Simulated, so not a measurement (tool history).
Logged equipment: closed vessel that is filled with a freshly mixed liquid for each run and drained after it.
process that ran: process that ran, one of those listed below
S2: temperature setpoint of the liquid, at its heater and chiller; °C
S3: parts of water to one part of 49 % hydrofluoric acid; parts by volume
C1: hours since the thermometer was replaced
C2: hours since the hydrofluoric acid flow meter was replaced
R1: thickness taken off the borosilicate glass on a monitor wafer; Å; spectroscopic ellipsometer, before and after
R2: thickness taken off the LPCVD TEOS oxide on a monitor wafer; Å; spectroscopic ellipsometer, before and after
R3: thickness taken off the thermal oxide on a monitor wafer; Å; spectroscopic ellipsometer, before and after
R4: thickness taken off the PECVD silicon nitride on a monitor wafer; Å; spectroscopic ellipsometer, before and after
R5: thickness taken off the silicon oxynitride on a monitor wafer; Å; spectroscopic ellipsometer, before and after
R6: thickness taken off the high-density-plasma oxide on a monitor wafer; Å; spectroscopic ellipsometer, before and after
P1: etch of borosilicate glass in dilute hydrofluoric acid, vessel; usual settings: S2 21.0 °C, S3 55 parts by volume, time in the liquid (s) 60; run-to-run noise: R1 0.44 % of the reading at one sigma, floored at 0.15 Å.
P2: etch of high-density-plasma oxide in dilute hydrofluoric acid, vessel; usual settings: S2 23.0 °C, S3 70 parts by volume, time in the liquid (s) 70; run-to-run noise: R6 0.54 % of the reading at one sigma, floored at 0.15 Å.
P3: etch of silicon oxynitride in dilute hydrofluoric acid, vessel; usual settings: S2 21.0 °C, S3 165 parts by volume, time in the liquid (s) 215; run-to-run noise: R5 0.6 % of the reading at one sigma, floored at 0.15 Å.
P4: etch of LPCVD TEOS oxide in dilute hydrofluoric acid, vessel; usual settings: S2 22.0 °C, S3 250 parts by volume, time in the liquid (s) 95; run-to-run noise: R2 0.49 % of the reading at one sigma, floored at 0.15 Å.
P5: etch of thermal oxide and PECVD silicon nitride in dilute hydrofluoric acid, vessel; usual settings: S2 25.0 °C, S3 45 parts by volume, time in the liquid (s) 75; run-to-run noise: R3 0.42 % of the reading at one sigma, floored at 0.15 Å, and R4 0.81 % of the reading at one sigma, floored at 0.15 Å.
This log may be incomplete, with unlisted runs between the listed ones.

Run 1, hour 5.9: process that ran P1, S2 21.0 °C, S3 55 parts by volume, time in the liquid (s) 60; C1 603.8; C2 838.3. Result: R1 381.99 Å.
Run 2, hour 14.0: process that ran P4, S2 22.0 °C, S3 250 parts by volume, time in the liquid (s) 95; C1 611.9; C2 846.4. Result: R2 130.64 Å.
Run 3, hour 23.9: process that ran P4, S2 22.0 °C, S3 55 parts by volume, time in the liquid (s) 95; C1 621.8; C2 856.3. Result: R2 740.11 Å.
Run 4, hour 34.4: process that ran P5, S2 25.0 °C, S3 45 parts by volume, time in the liquid (s) 30; C1 632.3; C2 866.8. Result: R3 32.211 Å, R4 11.996 Å.
Run 5, hour 41.1: process that ran P5, S2 25.0 °C, S3 45 parts by volume, time in the liquid (s) 75; C1 639.0; C2 873.5. Result: R3 80.126 Å, R4 29.410 Å.
Run 6, hour 46.0: process that ran P3, S2 21.0 °C, S3 290 parts by volume, time in the liquid (s) 215; C1 643.9; C2 878.4. Result: R5 25.860 Å.
Run 7, hour 55.2: process that ran P1, S2 21.0 °C, S3 55 parts by volume, time in the liquid (s) 60; C1 653.1; C2 887.6. Result: R1 381.96 Å.
Run 8, hour 64.5: process that ran P2, S2 17.0 °C, S3 70 parts by volume, time in the liquid (s) 70; C1 662.4; C2 896.9. Result: R6 84.486 Å.
Run 9, hour 70.9: process that ran P1, S2 17.5 °C, S3 55 parts by volume, time in the liquid (s) 30; C1 668.8; C2 903.3. Result: R1 163.87 Å.
Run 10, hour 79.8: process that ran P1, S2 21.0 °C, S3 20 parts by volume, time in the liquid (s) 60; C1 677.7; C2 912.2. Result: R1 1092.10 Å.
Run 11, hour 87.9: process that ran P5, S2 25.0 °C, S3 65 parts by volume, time in the liquid (s) 75; C1 685.8; C2 920.3. Result: R3 54.067 Å, R4 21.040 Å.
Run 12, hour 95.8: process that ran P4, S2 17.0 °C, S3 250 parts by volume, time in the liquid (s) 95; C1 693.7; C2 928.2. Result: R2 108.25 Å.
Run 13, hour 104.4: process that ran P1, S2 21.0 °C, S3 55 parts by volume, time in the liquid (s) 60; C1 702.3; C2 936.8. Result: R1 382.47 Å.
Run 14, hour 110.2: process that ran P3, S2 27.5 °C, S3 165 parts by volume, time in the liquid (s) 215; C1 708.1; C2 942.6. Result: R5 65.068 Å.
Run 15, hour 118.7: process that ran P5, S2 20.5 °C, S3 45 parts by volume, time in the liquid (s) 75; C1 716.6; C2 951.1. Result: R3 66.445 Å, R4 22.210 Å.
Run 16, hour 126.6: process that ran P1, S2 17.0 °C, S3 55 parts by volume, time in the liquid (s) 60; C1 724.5; C2 959.0. Result: R1 321.62 Å.
Run 17, hour 134.3: process that ran P4, S2 22.0 °C, S3 250 parts by volume, time in the liquid (s) 95; C1 732.2; C2 966.7. Result: R2 130.37 Å.
Run 18, hour 141.3: process that ran P1, S2 21.0 °C, S3 55 parts by volume, time in the liquid (s) 95; C1 739.2; C2 973.7. Result: R1 602.07 Å.
Run 19, hour 147.2: process that ran P3, S2 21.0 °C, S3 165 parts by volume, time in the liquid (s) 215; C1 745.1; C2 979.6. Result: R5 48.560 Å.
Run 20, hour 157.2: process that ran P1, S2 21.0 °C, S3 55 parts by volume, time in the liquid (s) 60; C1 755.1; C2 989.6. Result: R1 383.25 Å.
Run 21, hour 164.0: process that ran P2, S2 23.0 °C, S3 70 parts by volume, time in the liquid (s) 135; C1 761.9; C2 996.4. Result: R6 211.450 Å.
Run 22, hour 172.7: process that ran P1, S2 21.0 °C, S3 80 parts by volume, time in the liquid (s) 60; C1 770.6; C2 1005.1. Result: R1 252.28 Å.
Run 23, hour 177.9: process that ran P4, S2 22.0 °C, S3 250 parts by volume, time in the liquid (s) 185; C1 775.8; C2 1010.3. Result: R2 254.83 Å.
Run 24, hour 187.8: process that ran P5, S2 25.0 °C, S3 45 parts by volume, time in the liquid (s) 75; C1 785.7; C2 1020.2. Result: R3 80.415 Å, R4 29.596 Å.
Run 25, hour 197.5: process that ran P3, S2 21.0 °C, S3 165 parts by volume, time in the liquid (s) 340; C1 795.4; C2 1029.9. Result: R5 77.111 Å.
Run 26, hour 203.5: process that ran P2, S2 23.0 °C, S3 40 parts by volume, time in the liquid (s) 70; C1 801.4; C2 1035.9. Result: R6 196.940 Å.
Run 27, hour 210.7: process that ran P1, S2 21.0 °C, S3 35 parts by volume, time in the liquid (s) 30; C1 808.6; C2 1043.1. Result: R1 306.50 Å.
Run 28, hour 221.6: process that ran P1, S2 21.0 °C, S3 55 parts by volume, time in the liquid (s) 30; C1 819.5; C2 1054.0. Result: R1 189.05 Å.
Run 29, hour 229.2: process that ran P1, S2 21.0 °C, S3 55 parts by volume, time in the liquid (s) 60; C1 827.1; C2 1061.6. Result: R1 380.58 Å.
Run 30, hour 236.3: process that ran P1, S2 27.5 °C, S3 55 parts by volume, time in the liquid (s) 60; C1 834.2; C2 1068.7. Result: R1 497.55 Å.
Run 31, hour 242.0: process that ran P2, S2 23.0 °C, S3 70 parts by volume, time in the liquid (s) 70; C1 839.9; C2 1074.4. Result: R6 109.630 Å.
Run 32, hour 253.1: process that ran P1, S2 21.0 °C, S3 55 parts by volume, time in the liquid (s) 60; C1 851.0; C2 1085.5. Result: R1 379.13 Å.
Run 33, hour 260.3: process that ran P1, S2 21.0 °C, S3 55 parts by volume, time in the liquid (s) 60; C1 858.2; C2 1092.7. Result: R1 397.89 Å.
Run 34, hour 270.7: process that ran P1, S2 21.0 °C, S3 55 parts by volume, time in the liquid (s) 60; C1 868.6; C2 1103.1. Result: R1 408.94 Å.
Run 35, hour 280.7: process that ran P1, S2 21.0 °C, S3 55 parts by volume, time in the liquid (s) 60; C1 878.6; C2 1113.1. Result: R1 415.47 Å.
Run 36, hour 288.9: process that ran P1, S2 21.0 °C, S3 55 parts by volume, time in the liquid (s) 60; C1 886.8; C2 1121.3. Result: R1 414.58 Å.
Run 37, hour 295.4: process that ran P1, S2 21.0 °C, S3 55 parts by volume, time in the liquid (s) 60; C1 893.3; C2 1127.8. Result: R1 415.12 Å.
Run 38, hour 300.7: process that ran P1, S2 21.0 °C, S3 55 parts by volume, time in the liquid (s) 60; C1 898.6; C2 1133.1. Result: R1 418.64 Å.

P1 no longer gives what it gave before; its output has crept away from where it was. The following 2 causes, each at its listed size, fit the log equally well:
A: liquid hotter than its thermometer reads (K) = 2.22
B: hydrofluoric acid flow above the setpoint (%) = 9.03
Onset of the creep was near hour 253.1.

The list below offers 4 check runs, each averaging the results of 3 wafers, and shows each result as a question mark. For which of them would the listed causes give clearly different results?
Run check 1, hour 306.0: process that ran P5, S2 21.0 °C, S3 45 parts by volume, time in the liquid (s) 30. Result: R3 ?, R4 ?.
Run check 2, hour 306.0: process that ran P4, S2 17.0 °C, S3 95 parts by volume, time in the liquid (s) 95. Result: R2 ?.
Run check 3, hour 306.0: process that ran P2, S2 23.0 °C, S3 40 parts by volume, time in the liquid (s) 130. Result: R6 ?.
Run check 4, hour 306.0: process that ran P3, S2 24.5 °C, S3 250 parts by volume, time in the liquid (s) 215. Result: R5 ?.

How each check would come out, cause by cause:
  check  result     if A     if B
check 1      R3   29.890   29.832
check 1      R4  10.6980   9.9932
check 2      R2   361.68   362.31
check 3      R6  403.810  403.270
check 4      R5   38.691   38.958
Gap, in per cent, between the two causes that each check separates least, read from the result that separates them most: check 1 6.81 %; check 2 0.17 %; check 3 0.13 %; check 4 0.69 %
Check 1 is the one run that separates the causes; every other check would come out nearly the same whichever cause is at work.

Then check 1 was run and gave: R3 29.636 Å; R4 9.9553 Å. Which cause is it?

It is B: hydrofluoric acid flow above the setpoint (%).

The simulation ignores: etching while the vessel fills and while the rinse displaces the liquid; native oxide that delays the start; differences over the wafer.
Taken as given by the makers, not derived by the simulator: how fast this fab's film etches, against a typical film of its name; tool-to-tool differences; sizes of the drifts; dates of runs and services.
